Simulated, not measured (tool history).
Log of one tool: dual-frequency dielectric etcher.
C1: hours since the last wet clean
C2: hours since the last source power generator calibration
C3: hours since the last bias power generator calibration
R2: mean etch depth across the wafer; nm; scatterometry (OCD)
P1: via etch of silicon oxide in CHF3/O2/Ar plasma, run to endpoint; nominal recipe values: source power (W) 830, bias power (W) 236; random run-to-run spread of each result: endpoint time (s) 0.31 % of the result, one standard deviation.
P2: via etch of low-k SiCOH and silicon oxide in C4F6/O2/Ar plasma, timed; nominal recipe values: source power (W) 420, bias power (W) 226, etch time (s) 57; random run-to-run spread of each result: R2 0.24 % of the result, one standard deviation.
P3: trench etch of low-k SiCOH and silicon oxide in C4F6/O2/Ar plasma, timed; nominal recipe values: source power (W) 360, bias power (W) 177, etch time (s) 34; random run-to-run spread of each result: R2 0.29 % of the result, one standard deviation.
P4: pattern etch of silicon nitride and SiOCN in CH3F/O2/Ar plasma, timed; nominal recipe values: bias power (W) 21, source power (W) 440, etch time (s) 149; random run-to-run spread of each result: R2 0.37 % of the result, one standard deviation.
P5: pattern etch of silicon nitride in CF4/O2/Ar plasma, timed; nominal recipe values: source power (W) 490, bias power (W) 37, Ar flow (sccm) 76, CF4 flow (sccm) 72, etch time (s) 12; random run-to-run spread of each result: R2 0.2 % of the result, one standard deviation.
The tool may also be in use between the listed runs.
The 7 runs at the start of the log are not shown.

{"run": 8, "hour": 30.6, "process that ran": "P5", "source power (W)": 490, "bias power (W)": 37, "etch time (s)": 12, "Ar flow (sccm)": 76, "CF4 flow (sccm)": 72, "C1": 7.9, "C2": 1502, "C3": 462.3, "R2": 19.867}
{"run": 9, "hour": 33.4, "process that ran": "P5", "source power (W)": 490, "bias power (W)": 37, "etch time (s)": 7.5, "Ar flow (sccm)": 76, "CF4 flow (sccm)": 72, "C1": 10.7, "C2": 1504.8, "C3": 465.1, "R2": 12.352}
{"run": 10, "hour": 36.2, "process that ran": "P3", "source power (W)": 250, "bias power (W)": 177, "etch time (s)": 34, "C1": 13.5, "C2": 1507.6, "C3": 467.9, "R2": 90.05}
{"run": 11, "hour": 38.5, "process that ran": "P2", "source power (W)": 420, "bias power (W)": 226, "etch time (s)": 42.5, "C1": 15.8, "C2": 1509.9, "C3": 470.2, "R2": 121.04}
{"run": 12, "hour": 43.3, "process that ran": "P2", "source power (W)": 270, "bias power (W)": 226, "etch time (s)": 57, "C1": 20.6, "C2": 1514.7, "C3": 475, "R2": 136.34}
{"run": 13, "hour": 48.0, "process that ran": "P1", "source power (W)": 830, "bias power (W)": 236, "C1": 25.3, "C2": 1519.4, "C3": 479.7, "endpoint time (s)": 312.45}
{"hour": 48.2, "done": "source power generator calibrated"}
{"run": 14, "hour": 50.5, "process that ran": "P4", "source power (W)": 440, "bias power (W)": 21, "etch time (s)": 209, "C1": 27.8, "C2": 2.3, "C3": 482.2, "R2": 28.811}
{"run": 15, "hour": 52.9, "process that ran": "P5", "source power (W)": 490, "bias power (W)": 37, "etch time (s)": 12, "Ar flow (sccm)": 106, "CF4 flow (sccm)": 72, "C1": 30.2, "C2": 4.7, "C3": 484.6, "R2": 18.92}
{"run": 16, "hour": 56.2, "process that ran": "P1", "source power (W)": 830, "bias power (W)": 236, "C1": 33.5, "C2": 8, "C3": 487.9, "endpoint time (s)": 311.52}
{"run": 17, "hour": 60.5, "process that ran": "P1", "source power (W)": 830, "bias power (W)": 149, "C1": 37.8, "C2": 12.3, "C3": 492.2, "endpoint time (s)": 362.21}
{"run": 18, "hour": 64.5, "process that ran": "P1", "source power (W)": 1160, "bias power (W)": 236, "C1": 41.8, "C2": 16.3, "C3": 496.2, "endpoint time (s)": 273.46}
{"run": 19, "hour": 68.0, "process that ran": "P3", "source power (W)": 360, "bias power (W)": 177, "etch time (s)": 34, "C1": 45.3, "C2": 19.8, "C3": 499.7, "R2": 103.61}
{"run": 20, "hour": 71.0, "process that ran": "P1", "source power (W)": 570, "bias power (W)": 192, "C1": 48.3, "C2": 22.8, "C3": 502.7, "endpoint time (s)": 387.07}
{"run": 21, "hour": 75.3, "process that ran": "P2", "source power (W)": 420, "bias power (W)": 226, "etch time (s)": 57, "C1": 52.6, "C2": 27.1, "C3": 507, "R2": 162.09}
{"run": 22, "hour": 78.4, "process that ran": "P3", "source power (W)": 360, "bias power (W)": 105, "etch time (s)": 34, "C1": 55.7, "C2": 30.2, "C3": 510.1, "R2": 87.991}
{"run": 23, "hour": 81.1, "process that ran": "P5", "source power (W)": 490, "bias power (W)": 52, "etch time (s)": 12, "Ar flow (sccm)": 76, "CF4 flow (sccm)": 72, "C1": 58.4, "C2": 32.9, "C3": 512.8, "R2": 22.48}
{"run": 24, "hour": 85.3, "process that ran": "P5", "source power (W)": 490, "bias power (W)": 37, "etch time (s)": 12, "Ar flow (sccm)": 76, "CF4 flow (sccm)": 92, "C1": 62.6, "C2": 37.1, "C3": 517, "R2": 20.525}
{"run": 25, "hour": 88.0, "process that ran": "P4", "source power (W)": 440, "bias power (W)": 27, "etch time (s)": 149, "C1": 65.3, "C2": 39.8, "C3": 519.7, "R2": 22.911}
{"run": 26, "hour": 90.3, "process that ran": "P5", "source power (W)": 610, "bias power (W)": 37, "etch time (s)": 12, "Ar flow (sccm)": 76, "CF4 flow (sccm)": 72, "C1": 67.6, "C2": 42.1, "C3": 522, "R2": 24.088}
{"run": 27, "hour": 93.1, "process that ran": "P1", "source power (W)": 830, "bias power (W)": 236, "C1": 70.4, "C2": 44.9, "C3": 524.8, "endpoint time (s)": 312.92}

For run 28, what comes out?
{"run": 28, "hour": 97.7, "process that ran": "P4", "source power (W)": 260, "bias power (W)": 21, "etch time (s)": 149, "C1": 75, "C2": 49.5, "C3": 529.4, "R2": "?"}

{"run 28": {"R2": 17.143}}
